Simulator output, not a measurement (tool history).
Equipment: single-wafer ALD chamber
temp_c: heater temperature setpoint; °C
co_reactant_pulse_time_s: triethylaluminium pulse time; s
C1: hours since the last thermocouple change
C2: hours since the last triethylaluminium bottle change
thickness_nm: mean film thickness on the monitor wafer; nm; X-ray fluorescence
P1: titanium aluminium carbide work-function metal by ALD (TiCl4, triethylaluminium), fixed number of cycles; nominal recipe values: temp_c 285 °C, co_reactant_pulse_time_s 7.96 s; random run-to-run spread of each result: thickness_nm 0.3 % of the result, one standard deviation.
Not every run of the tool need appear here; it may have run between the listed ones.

Run 1, hour 12.3: temp_c 285 °C, co_reactant_pulse_time_s 7.96 s; C1 416.8; C2 478.2. Result: thickness_nm 1.791 nm.
Run 2, hour 19.1: temp_c 303 °C, co_reactant_pulse_time_s 13 s; C1 423.6; C2 485. Result: thickness_nm 2.0458 nm.
Run 3, hour 30.3: temp_c 285 °C, co_reactant_pulse_time_s 7.96 s; C1 434.8; C2 496.2. Result: thickness_nm 1.7937 nm.
Run 4, hour 37.2: temp_c 285 °C, co_reactant_pulse_time_s 3.28 s; C1 441.7; C2 503.1. Result: thickness_nm 1.2964 nm.
Run 5, hour 47.2: temp_c 285 °C, co_reactant_pulse_time_s 12.95 s; C1 451.7; C2 513.1. Result: thickness_nm 1.8965 nm.
Run 6, hour 54.8: temp_c 269 °C, co_reactant_pulse_time_s 7.96 s; C1 459.3; C2 520.7. Result: thickness_nm 1.6743 nm.
At hour 63.2: triethylaluminium bottle replaced.
Run 7, hour 64.5: temp_c 285 °C, co_reactant_pulse_time_s 7.96 s; C1 469; C2 1.4. Result: thickness_nm 1.7964 nm.
Run 8, hour 71.9: temp_c 285 °C, co_reactant_pulse_time_s 7.96 s; C1 476.4; C2 8.8. Result: thickness_nm 1.7901 nm.
Run 9, hour 78.2: temp_c 306 °C, co_reactant_pulse_time_s 7.96 s; C1 482.7; C2 15.1. Result: thickness_nm 1.9699 nm.
Run 10, hour 88: temp_c 285 °C, co_reactant_pulse_time_s 7.96 s; C1 492.5; C2 24.9. Result: thickness_nm 1.794 nm.
Run 11, hour 100.4: temp_c 285 °C, co_reactant_pulse_time_s 7.96 s; C1 504.9; C2 37.3. Result: thickness_nm 1.7796 nm.
Run 12, hour 106.6: temp_c 285 °C, co_reactant_pulse_time_s 7.96 s; C1 511.1; C2 43.5. Result: thickness_nm 1.7757 nm.

Run 13 comes next. What will it give?
Run 13, hour 116.4: temp_c 285 °C, co_reactant_pulse_time_s 7.96 s; C1 520.9; C2 53.3. Result: thickness_nm ?.

{"run 13": {"thickness_nm": 1.781}}
